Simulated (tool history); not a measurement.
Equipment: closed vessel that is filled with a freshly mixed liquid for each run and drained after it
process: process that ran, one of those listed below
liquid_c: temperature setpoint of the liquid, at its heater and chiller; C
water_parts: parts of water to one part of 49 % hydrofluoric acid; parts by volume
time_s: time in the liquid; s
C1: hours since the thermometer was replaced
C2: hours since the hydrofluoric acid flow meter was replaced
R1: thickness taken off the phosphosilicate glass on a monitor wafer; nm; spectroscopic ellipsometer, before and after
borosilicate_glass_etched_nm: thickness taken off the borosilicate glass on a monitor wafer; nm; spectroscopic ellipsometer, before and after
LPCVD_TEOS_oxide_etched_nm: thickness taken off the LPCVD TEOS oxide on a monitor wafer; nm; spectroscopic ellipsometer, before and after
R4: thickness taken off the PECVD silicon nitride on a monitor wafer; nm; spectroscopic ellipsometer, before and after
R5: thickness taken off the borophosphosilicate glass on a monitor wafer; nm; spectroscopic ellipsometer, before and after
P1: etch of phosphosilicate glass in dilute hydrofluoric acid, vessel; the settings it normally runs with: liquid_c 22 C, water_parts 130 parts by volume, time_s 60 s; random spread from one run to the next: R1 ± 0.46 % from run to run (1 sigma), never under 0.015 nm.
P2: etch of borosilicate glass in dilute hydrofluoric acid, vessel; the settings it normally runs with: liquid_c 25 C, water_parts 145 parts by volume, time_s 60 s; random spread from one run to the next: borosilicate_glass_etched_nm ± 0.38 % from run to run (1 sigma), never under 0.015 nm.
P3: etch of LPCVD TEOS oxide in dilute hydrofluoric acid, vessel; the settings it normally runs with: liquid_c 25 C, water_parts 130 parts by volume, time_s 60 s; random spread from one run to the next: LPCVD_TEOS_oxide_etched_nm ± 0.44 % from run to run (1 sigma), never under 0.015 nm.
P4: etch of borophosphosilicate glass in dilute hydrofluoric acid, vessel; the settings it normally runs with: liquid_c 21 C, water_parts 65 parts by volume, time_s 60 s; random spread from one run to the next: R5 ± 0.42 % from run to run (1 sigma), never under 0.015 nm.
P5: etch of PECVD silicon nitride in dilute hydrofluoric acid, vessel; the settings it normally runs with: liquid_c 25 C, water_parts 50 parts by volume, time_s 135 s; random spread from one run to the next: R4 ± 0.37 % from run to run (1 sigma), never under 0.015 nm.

run 1 hour=10.8 | process=P1 liquid_c=22 water_parts=130 time_s=60 | C1=620.3 C2=451.2 | R1=56.401
run 2 hour=24.2 | process=P1 liquid_c=26.5 water_parts=130 time_s=60 | C1=633.7 C2=464.6 | R1=66.633
run 3 hour=34.6 | process=P2 liquid_c=31 water_parts=145 time_s=60 | C1=644.1 C2=475 | borosilicate_glass_etched_nm=16.645
run 4 hour=43.5 | process=P3 liquid_c=25 water_parts=130 time_s=60 | C1=653 C2=483.9 | LPCVD_TEOS_oxide_etched_nm=20.077
run 5 hour=55.1 | process=P3 liquid_c=25 water_parts=130 time_s=60 | C1=664.6 C2=495.5 | LPCVD_TEOS_oxide_etched_nm=20.075
run 6 hour=67.2 | process=P2 liquid_c=25 water_parts=145 time_s=60 | C1=676.7 C2=507.6 | borosilicate_glass_etched_nm=13.419
run 7 hour=76.9 | process=P5 liquid_c=25 water_parts=50 time_s=30 | C1=686.4 C2=517.3 | R4=1.8401
run 8 hour=84.8 | process=P4 liquid_c=21 water_parts=65 time_s=60 | C1=694.3 C2=525.2 | R5=35.708
run 9 hour=93.2 | process=P2 liquid_c=25 water_parts=145 time_s=115 | C1=702.7 C2=533.6 | borosilicate_glass_etched_nm=25.565
run 10 hour=105.1 | process=P5 liquid_c=25 water_parts=50 time_s=135 | C1=714.6 C2=545.5 | R4=8.3474
run 11 hour=115.5 | process=P1 liquid_c=22 water_parts=130 time_s=85 | C1=725 C2=555.9 | R1=79.702
run 12 hour=129.6 | process=P2 liquid_c=25 water_parts=45 time_s=60 | C1=739.1 C2=570 | borosilicate_glass_etched_nm=48.975
run 13 hour=138.7 | process=P3 liquid_c=17 water_parts=130 time_s=60 | C1=748.2 C2=579.1 | LPCVD_TEOS_oxide_etched_nm=14.407
run 14 hour=150.3 | process=P4 liquid_c=21 water_parts=95 time_s=60 | C1=759.8 C2=590.7 | R5=23.477
run 15 hour=156.6 | process=P1 liquid_c=22 water_parts=130 time_s=60 | C1=766.1 C2=597 | R1=55.939
run 16 hour=163.4 | process=P1 liquid_c=22 water_parts=130 time_s=60 | C1=772.9 C2=603.8 | R1=56.128
run 17 hour=174.1 | process=P1 liquid_c=22 water_parts=130 time_s=60 | C1=783.6 C2=614.5 | R1=56.344
run 18 hour=187.1 | process=P5 liquid_c=25 water_parts=25 time_s=135 | C1=796.6 C2=627.5 | R4=16.425
run 19 hour=196.1 | process=P1 liquid_c=22 water_parts=65 time_s=60 | C1=805.6 C2=636.5 | R1=120.64
run 20 hour=206.6 | process=P1 liquid_c=22 water_parts=130 time_s=35 | C1=816.1 C2=647 | R1=32.622
run 21 hour=220 | process=P1 liquid_c=18 water_parts=130 time_s=30 | C1=829.5 C2=660.4 | R1=23.629
run 22 hour=230.4 | process=P4 liquid_c=21 water_parts=65 time_s=90 | C1=839.9 C2=670.8 | R5=52.972
run 23 hour=237.5 | process=P1 liquid_c=22 water_parts=130 time_s=60 | C1=847 C2=677.9 | R1=56.183
run 24 hour=244 | process=P4 liquid_c=29 water_parts=65 time_s=60 | C1=853.5 C2=684.4 | R5=48.971
run 25 hour=255.9 | process=P3 liquid_c=25 water_parts=130 time_s=30 | C1=865.4 C2=696.3 | LPCVD_TEOS_oxide_etched_nm=9.9611
run 26 hour=262.4 | process=P1 liquid_c=17 water_parts=130 time_s=60 | C1=871.9 C2=702.8 | R1=45.674
run 27 hour=272.3 | process=P1 liquid_c=22 water_parts=185 time_s=95 | C1=881.8 C2=712.7 | R1=59.167
run 28 hour=282.4 | process=P1 liquid_c=22 water_parts=130 time_s=60 | C1=891.9 C2=722.8 | R1=56.092
run 29 hour=294.1 | process=P1 liquid_c=22 water_parts=180 time_s=60 | C1=903.6 C2=734.5 | R1=38.314
run 30 hour=306.4 | process=P1 liquid_c=22 water_parts=130 time_s=60 | C1=915.9 C2=746.8 | R1=55.837
run 31 hour=318.3 | process=P5 liquid_c=31 water_parts=50 time_s=135 | C1=927.8 C2=758.7 | R4=12.491
run 32 hour=330.8 | process=P3 liquid_c=25 water_parts=230 time_s=60 | C1=940.3 C2=771.2 | LPCVD_TEOS_oxide_etched_nm=10.15
run 33 hour=343.8 | process=P1 liquid_c=22 water_parts=130 time_s=60 | C1=953.3 C2=784.2 | R1=55.618
run 34 hour=352.1 | process=P1 liquid_c=22 water_parts=130 time_s=60 | C1=961.6 C2=792.5 | R1=56.925
run 35 hour=362.3 | process=P1 liquid_c=22 water_parts=130 time_s=60 | C1=971.8 C2=802.7 | R1=57.64
run 36 hour=373.8 | process=P1 liquid_c=22 water_parts=130 time_s=60 | C1=983.3 C2=814.2 | R1=58.255
run 37 hour=382.3 | process=P1 liquid_c=22 water_parts=130 time_s=60 | C1=991.8 C2=822.7 | R1=58.96

The next listed run, before its measurement:
run 38 hour=394.9 | process=P1 liquid_c=22 water_parts=130 time_s=60 | C1=1004.4 C2=835.3 | R1=?

{"run 38": {"R1": 59.023}}

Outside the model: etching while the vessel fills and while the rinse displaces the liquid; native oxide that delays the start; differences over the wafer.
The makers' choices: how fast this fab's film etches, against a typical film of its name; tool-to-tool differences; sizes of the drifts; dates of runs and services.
